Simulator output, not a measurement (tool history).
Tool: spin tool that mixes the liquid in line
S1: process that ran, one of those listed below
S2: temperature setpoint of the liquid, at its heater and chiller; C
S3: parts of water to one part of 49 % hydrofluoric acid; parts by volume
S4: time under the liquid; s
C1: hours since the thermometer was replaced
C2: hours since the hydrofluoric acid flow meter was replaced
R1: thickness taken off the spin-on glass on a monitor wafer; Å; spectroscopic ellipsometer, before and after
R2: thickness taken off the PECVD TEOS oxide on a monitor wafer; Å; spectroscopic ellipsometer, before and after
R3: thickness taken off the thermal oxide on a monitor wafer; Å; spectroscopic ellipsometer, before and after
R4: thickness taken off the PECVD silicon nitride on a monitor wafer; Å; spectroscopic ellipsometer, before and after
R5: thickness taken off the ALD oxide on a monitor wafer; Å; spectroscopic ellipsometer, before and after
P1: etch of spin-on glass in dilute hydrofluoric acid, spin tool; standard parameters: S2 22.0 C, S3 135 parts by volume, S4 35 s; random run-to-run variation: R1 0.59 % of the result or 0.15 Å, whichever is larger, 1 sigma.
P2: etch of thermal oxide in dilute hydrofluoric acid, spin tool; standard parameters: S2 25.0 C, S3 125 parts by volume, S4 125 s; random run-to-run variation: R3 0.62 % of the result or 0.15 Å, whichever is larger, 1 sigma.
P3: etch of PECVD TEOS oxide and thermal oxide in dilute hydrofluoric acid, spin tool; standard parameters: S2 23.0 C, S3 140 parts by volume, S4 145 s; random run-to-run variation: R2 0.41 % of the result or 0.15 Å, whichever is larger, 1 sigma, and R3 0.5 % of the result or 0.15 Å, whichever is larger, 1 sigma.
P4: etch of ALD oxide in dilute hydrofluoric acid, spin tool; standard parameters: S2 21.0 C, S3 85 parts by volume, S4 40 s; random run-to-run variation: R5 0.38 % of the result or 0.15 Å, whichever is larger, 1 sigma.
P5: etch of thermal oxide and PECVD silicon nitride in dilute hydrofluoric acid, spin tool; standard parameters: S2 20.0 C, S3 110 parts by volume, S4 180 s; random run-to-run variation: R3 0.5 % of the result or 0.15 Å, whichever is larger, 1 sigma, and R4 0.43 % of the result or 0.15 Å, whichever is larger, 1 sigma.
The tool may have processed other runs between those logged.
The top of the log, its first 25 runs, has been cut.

Run 26, hour 233.2: S1 P4, S2 21.0 C, S3 85 parts by volume, S4 60 s; C1 1215.5; C2 875.7. Result: R5 183.300 Å.
Run 27, hour 243.7: S1 P1, S2 22.0 C, S3 135 parts by volume, S4 50 s; C1 1226.0; C2 886.2. Result: R1 84.627 Å.
Run 28, hour 252.5: S1 P1, S2 22.0 C, S3 40 parts by volume, S4 35 s; C1 1234.8; C2 895.0. Result: R1 223.680 Å.
Run 29, hour 259.6: S1 P2, S2 25.0 C, S3 55 parts by volume, S4 125 s; C1 1241.9; C2 902.1. Result: R3 121.620 Å.
Run 30, hour 266.4: S1 P1, S2 17.0 C, S3 135 parts by volume, S4 35 s; C1 1248.7; C2 908.9. Result: R1 48.881 Å.
Run 31, hour 278.0: S1 P1, S2 22.0 C, S3 135 parts by volume, S4 35 s; C1 1260.3; C2 920.5. Result: R1 60.237 Å.
Run 32, hour 283.5: S1 P5, S2 20.0 C, S3 20 parts by volume, S4 180 s; C1 1265.8; C2 926.0. Result: R3 389.630 Å, R4 277.320 Å.
Run 33, hour 294.5: S1 P2, S2 25.0 C, S3 125 parts by volume, S4 125 s; C1 1276.8; C2 937.0. Result: R3 49.214 Å.
Run 34, hour 302.9: S1 P1, S2 22.0 C, S3 135 parts by volume, S4 35 s; C1 1285.2; C2 945.4. Result: R1 59.589 Å.
Run 35, hour 309.7: S1 P1, S2 22.0 C, S3 135 parts by volume, S4 35 s; C1 1292.0; C2 952.2. Result: R1 60.324 Å.
Run 36, hour 316.0: S1 P1, S2 22.0 C, S3 135 parts by volume, S4 35 s; C1 1298.3; C2 958.5. Result: R1 61.150 Å.
Run 37, hour 322.8: S1 P1, S2 22.0 C, S3 135 parts by volume, S4 35 s; C1 1305.1; C2 965.3. Result: R1 61.959 Å.
Run 38, hour 331.5: S1 P1, S2 22.0 C, S3 135 parts by volume, S4 35 s; C1 1313.8; C2 974.0. Result: R1 62.530 Å.
Run 39, hour 338.9: S1 P1, S2 22.0 C, S3 135 parts by volume, S4 35 s; C1 1321.2; C2 981.4. Result: R1 62.272 Å.
Run 40, hour 345.1: S1 P1, S2 22.0 C, S3 135 parts by volume, S4 35 s; C1 1327.4; C2 987.6. Result: R1 62.236 Å.
Run 41, hour 357.0: S1 P1, S2 22.0 C, S3 135 parts by volume, S4 35 s; C1 1339.3; C2 999.5. Result: R1 62.775 Å.
Run 42, hour 367.4: S1 P1, S2 22.0 C, S3 135 parts by volume, S4 35 s; C1 1349.7; C2 1009.9. Result: R1 62.856 Å.
Run 43, hour 373.2: S1 P1, S2 22.0 C, S3 135 parts by volume, S4 35 s; C1 1355.5; C2 1015.7. Result: R1 62.080 Å.

Predict the results of run 44:
Run 44, hour 380.7: S1 P1, S2 22.0 C, S3 135 parts by volume, S4 35 s; C1 1363.0; C2 1023.2. Result: R1 ?.

R1: 63.460 Å
